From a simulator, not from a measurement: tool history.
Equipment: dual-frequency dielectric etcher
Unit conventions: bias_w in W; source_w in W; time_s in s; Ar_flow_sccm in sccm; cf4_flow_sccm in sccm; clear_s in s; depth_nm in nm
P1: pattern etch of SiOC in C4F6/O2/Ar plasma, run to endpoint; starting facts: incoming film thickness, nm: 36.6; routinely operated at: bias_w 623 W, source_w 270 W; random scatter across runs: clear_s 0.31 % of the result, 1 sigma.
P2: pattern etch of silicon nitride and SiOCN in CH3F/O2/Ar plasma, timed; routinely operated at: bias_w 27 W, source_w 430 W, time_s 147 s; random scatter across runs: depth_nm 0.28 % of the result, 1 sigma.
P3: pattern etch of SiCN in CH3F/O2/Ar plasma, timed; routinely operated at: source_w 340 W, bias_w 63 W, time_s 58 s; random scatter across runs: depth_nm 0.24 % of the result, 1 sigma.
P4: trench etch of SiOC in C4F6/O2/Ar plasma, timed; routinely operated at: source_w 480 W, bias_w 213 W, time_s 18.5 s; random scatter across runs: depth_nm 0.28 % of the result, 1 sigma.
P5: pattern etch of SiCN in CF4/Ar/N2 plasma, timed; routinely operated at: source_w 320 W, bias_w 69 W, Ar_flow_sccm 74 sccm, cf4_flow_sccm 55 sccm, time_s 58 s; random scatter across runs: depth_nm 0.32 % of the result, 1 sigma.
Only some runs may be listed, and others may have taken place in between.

run	day	process	bias_w	source_w	time_s	Ar_flow_sccm	cf4_flow_sccm	hours since the last wet clean	hours since the last bias power generator calibration	hours since the last source power generator calibration	clear_s	depth_nm
1	0.529	P1	623	270				193.7	1252	519.2	12.85	
2	0.812	P1	623	270				200.5	1258.8	526	12.837	
3	1.279	P1	623	270				211.7	1270	537.2	12.849	
4	1.646	P3	63	430	58			220.5	1278.8	546		21.421
5	2.175	P1	623	320				233.2	1291.5	558.7	12.106	
6	2.683	P2	27	430	182			245.4	1303.7	570.9		27.183
7	3.071	P5	69	450	58	74	55	254.7	1313	580.2		49.427
8	3.408	P1	623	270				262.8	1321.1	588.3	12.878	
9	3.896	P1	379	220				274.5	1332.8	600	16.743	
10	4.279	P5	69	320	58	45	55	283.7	1342	609.2		38.972
11	4.604	P4	213	380	18.5			291.5	1349.8	617		38.89
12	4.892	P5	91	320	58	74	55	298.4	1356.7	623.9		40.218
13	5.392	P5	69	320	58	74	43	310.4	1368.7	635.9		35.347
14	5.804	P1	623	270				320.3	1378.6	645.8	12.855	
15	6.233	P1	729	170				330.6	1388.9	656.1	14.198	
16	6.662	P2	27	270	147			340.9	1399.2	666.4		18.769
17	7.142	P2	27	430	147			352.4	1410.7	677.9		22.025
18	7.525	P5	69	320	42.5	74	55	361.6	1419.9	687.1		26.679
19	7.929	P1	409	360				371.3	1429.6	696.8	13.541	
20	8.204	P2	38	430	147			377.9	1436.2	703.4		25.832
21	8.758	P1	623	160				391.2	1449.5	716.7	15.582	
22	9.05	P4	213	480	27.5			398.2	1456.5	723.7		63.578
23	9.554	P1	406	270				410.3	1468.6	735.8	15.155	
24	10.004	P3	87	340	58			421.1	1479.4	746.6		21.922
25	10.425	P4	213	480	18.5			431.2	1489.5	756.7		42.517
26	10.883	P4	213	480	18.5			442.2	1500.5	767.7		42.537
27	11.35	P3	63	340	58			453.4	1511.7	778.9		19.549
28	11.933	P4	160	480	18.5			467.4	1525.7	792.9		38.955
29	12.433	P3	63	340	58			479.4	1537.7	804.9		19.489
30	12.7	P5	69	320	58	74	55	485.8	1544.1	811.3		36.522
31	13.138	P2	27	430	147			496.3	1554.6	821.8		22.04
32	13.642	P3	63	340	43			508.4	1566.7	833.9		14.467
33	14.129	P1	829	270				520.1	1578.4	845.6	11.443	
34	14.4	P1	623	270				526.6	1584.9	852.1	12.929	
35	14.871	P1	623	270				537.9	1596.2	863.4	12.917	
36	15.446	P1	623	270				551.7	1610	877.2	12.969	
37	16.021	P1	623	270				565.5	1623.8	891	12.962	
38	16.538	P1	623	270				577.9	1636.2	903.4	13.045	
39	16.962	P1	623	270				588.1	1646.4	913.6	13.074	
# day 16.992: wet clean of the chamber
40	17.446	P1	623	270				10.9	1658	925.2	13.078	
41	17.825	P1	623	270				20	1667.1	934.3	13.028	
42	18.321	P1	623	270				31.9	1679	946.2	13.1	
43	18.912	P1	623	270				46.1	1693.2	960.4	13.077	
44	19.212	P1	623	270				53.3	1700.4	967.6	13.094	
45	19.512	P1	623	270				60.5	1707.6	974.8	13.037	

What P1 gives has crept away from where it was. These 2 causes fit the log equally well, each at the size given:
A: source power that arrives under what is set, % = 4.12
B: bias power that arrives under what is set, % = 3.84
The process output started creeping at around day 14.4.
Excluded causes, each with its reason:
chamber walls in a state that lowers the etch rate, %: serviced at day 16.992, after the drift had started, without restoring the earlier output

Listed below are the offered check runs, one wafer per run, with question marks in place of results. For which of them would the causes give clearly different outcomes?
check 1	19.812	P4	213	480	23							?
check 2	19.812	P5	69	420	58	74	55					?
check 3	19.812	P3	85	340	58							?
check 4	19.812	P2	36	280	147							?

What each check would give under each cause:
check	result	if A	if B
check 1	depth_nm	52.165	52.355
check 2	depth_nm	44.694	45.765
check 3	depth_nm	21.422	21.447
check 4	depth_nm	21.521	21.412
Separation of the two closest causes in each check, using whichever result separates them best: check 1 0.36 %; check 2 2.37 %; check 3 0.12 %; check 4 0.51 %
The causes can be told apart only by check 2. The other checks would give nearly the same results under each of them.

Then check 2 was run and gave: depth_nm 44.739 nm. Which cause is it?

The cause is A: source power that arrives under what is set, %.

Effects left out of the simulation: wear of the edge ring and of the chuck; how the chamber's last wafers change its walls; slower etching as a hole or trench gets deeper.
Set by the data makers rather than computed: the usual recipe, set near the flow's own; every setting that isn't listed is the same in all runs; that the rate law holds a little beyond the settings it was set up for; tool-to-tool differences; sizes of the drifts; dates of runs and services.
